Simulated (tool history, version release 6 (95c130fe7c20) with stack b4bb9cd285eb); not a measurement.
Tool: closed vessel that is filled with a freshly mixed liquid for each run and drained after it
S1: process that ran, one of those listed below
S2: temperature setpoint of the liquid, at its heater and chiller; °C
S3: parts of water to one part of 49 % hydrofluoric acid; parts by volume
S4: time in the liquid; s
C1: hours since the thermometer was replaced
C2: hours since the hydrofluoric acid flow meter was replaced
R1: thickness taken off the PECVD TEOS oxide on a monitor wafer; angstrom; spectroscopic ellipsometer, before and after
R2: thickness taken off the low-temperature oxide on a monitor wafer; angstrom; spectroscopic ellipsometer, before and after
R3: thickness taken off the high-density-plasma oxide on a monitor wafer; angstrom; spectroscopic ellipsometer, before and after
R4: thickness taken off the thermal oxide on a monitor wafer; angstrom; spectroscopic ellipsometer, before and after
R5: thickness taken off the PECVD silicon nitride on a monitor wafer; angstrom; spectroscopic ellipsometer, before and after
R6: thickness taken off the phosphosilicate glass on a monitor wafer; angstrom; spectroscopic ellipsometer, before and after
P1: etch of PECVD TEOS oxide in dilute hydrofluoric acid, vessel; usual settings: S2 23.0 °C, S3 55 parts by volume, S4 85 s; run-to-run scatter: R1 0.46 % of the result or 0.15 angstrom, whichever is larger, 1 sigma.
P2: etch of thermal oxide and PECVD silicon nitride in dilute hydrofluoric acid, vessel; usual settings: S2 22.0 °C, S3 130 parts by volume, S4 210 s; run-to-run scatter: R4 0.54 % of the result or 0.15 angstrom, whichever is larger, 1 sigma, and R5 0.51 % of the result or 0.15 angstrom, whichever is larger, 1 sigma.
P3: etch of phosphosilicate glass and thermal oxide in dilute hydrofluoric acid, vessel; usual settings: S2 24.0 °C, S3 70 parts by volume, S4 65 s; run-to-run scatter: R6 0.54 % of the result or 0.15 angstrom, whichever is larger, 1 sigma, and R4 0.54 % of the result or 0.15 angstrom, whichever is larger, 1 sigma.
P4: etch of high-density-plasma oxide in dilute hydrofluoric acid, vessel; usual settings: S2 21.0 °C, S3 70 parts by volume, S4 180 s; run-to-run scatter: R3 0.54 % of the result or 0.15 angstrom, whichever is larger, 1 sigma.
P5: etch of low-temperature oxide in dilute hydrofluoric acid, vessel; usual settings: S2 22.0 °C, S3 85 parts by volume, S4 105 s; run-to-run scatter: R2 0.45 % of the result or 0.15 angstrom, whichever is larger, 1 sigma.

run   hour  S1    S2   S3   S4     C1      C2       R1       R2       R3      R4      R5      R6
  1    6.8  P1  23.0   55   85  692.5  1664.2   367.55
  2   13.9  P1  23.0   20   85  699.6  1671.3  1059.80
  3   17.7  P5  17.0   85  105  703.4  1675.1           169.800
  4   25.2  P1  27.0   55   35  710.9  1682.6   177.50
  5   32.6  P4  21.0  105  180  718.3  1690.0                     77.464
  6   38.0  P1  27.0   55   30  723.7  1695.4   153.09
  7   44.5  P4  21.0   70  180  730.2  1701.9                    121.470
  8   50.6  P1  23.0   55   85  736.3  1708.0   367.74
  9   56.1  P2  22.0  130  210  741.8  1713.5                             68.769  64.733
 10   60.1  P1  23.0   55   35  745.8  1717.5   150.92
 11   64.3  P3  24.0   45   65  750.0  1721.7                             74.973          917.38
 12   69.2  P5  22.0   85  105  754.9  1726.6           208.930
 13   74.8  P1  23.0   55   85  760.5  1732.2   367.75
 14   82.3  P4  21.0   70   65  768.0  1739.7                     44.063
 15   90.9  P1  23.0   55   85  776.6  1748.3   370.14
 16   95.1  P4  28.5   70  180  780.8  1752.5                    163.600
 17  100.9  P3  19.5   70   65  786.6  1758.3                             39.148          473.32
 18  105.9  P1  23.0   90   85  791.6  1763.3   214.64
 19  110.9  P3  24.0   70   65  796.6  1768.3                             46.449          575.46
 20  119.8  P5  22.0   85  105  805.5  1777.2           207.790
 21  126.2  P4  21.0   70  180  811.9  1783.6                    121.550
 22  130.6  P1  23.0   55   85  816.3  1788.0   370.39
 23  138.0  P5  22.0   85   40  823.7  1795.4            79.338
 24  142.7  P3  24.0   70   30  828.4  1800.1                             21.528          263.34
 25  148.1  P5  22.0   50  105  833.8  1805.5           370.460
 26  152.4  P1  17.0   55   85  838.1  1809.8   285.75
 27  159.6  P1  23.0   55   85  845.3  1817.0   367.93
 28  168.0  P1  23.0   55  125  853.7  1825.4   538.77
 29  171.9  P2  22.0  130   55  857.6  1829.3                             18.296  16.593
 30  179.8  P1  28.5   55   85  865.5  1837.2   459.73
 31  184.7  P2  22.0  205  210  870.4  1842.1                             39.879  40.964
 32  190.1  P2  28.5  130  210  875.8  1847.5                             88.029  97.509
 33  198.1  P1  23.0   55   85  883.8  1855.5   368.98
 34  206.0  P1  23.0   55   85  891.7  1863.4   380.61
 35  212.0  P1  23.0   55   85  897.7  1869.4   386.25
 36  219.4  P1  23.0   55   85  905.1  1876.8   392.38
 37  227.1  P1  23.0   55   85  912.8  1884.5   393.16
 38  234.9  P1  23.0   55   85  920.6  1892.3   398.11
 39  239.5  P1  23.0   55   85  925.2  1896.9   397.52
 40  247.2  P1  23.0   55   85  932.9  1904.6   399.07
 41  255.9  P1  23.0   55   85  941.6  1913.3   399.19
 42  261.8  P1  23.0   55   85  947.5  1919.2   401.34
 43  268.8  P1  23.0   55   85  954.5  1926.2   400.52
 44  275.4  P1  23.0   55   85  961.1  1932.8   399.70

What P1 gives has crept away from where it was. These 2 causes fit the log equally well, each at the size given:
A: liquid hotter than its thermometer reads (K) = 2.11
B: hydrofluoric acid flow above the setpoint (%) = 8.41
The creep began at about hour 198.1.

4 check runs are offered, one wafer each, their results left as question marks. Which one tells the causes apart?
check 1  282.0  P4  21.0   70  180                   ?
check 2  282.0  P3  24.0   70   65                       ?       ?
check 3  282.0  P5  22.0   85  105               ?
check 4  282.0  P2  22.0  130  210                       ?   ?

What each check would give under each cause:
  check  result     if A     if B
check 1      R3  132.370  132.420
check 2      R4   50.680   50.834
check 2      R6   620.50   622.38
check 3      R2  227.300  228.070
check 4      R4   74.591   75.305
check 4      R5   73.852   69.612
How far apart the two closest causes lie, in the result that separates them most: check 1 0.04 %; check 2 0.3 %; check 3 0.34 %; check 4 5.91 %
Check 4 tells the causes apart: in the others they would give nearly the same result.

Check 4 was then run and gave: R4 74.663 angstrom; R5 74.246 angstrom. Which cause is it?

It is A: liquid hotter than its thermometer reads (K).
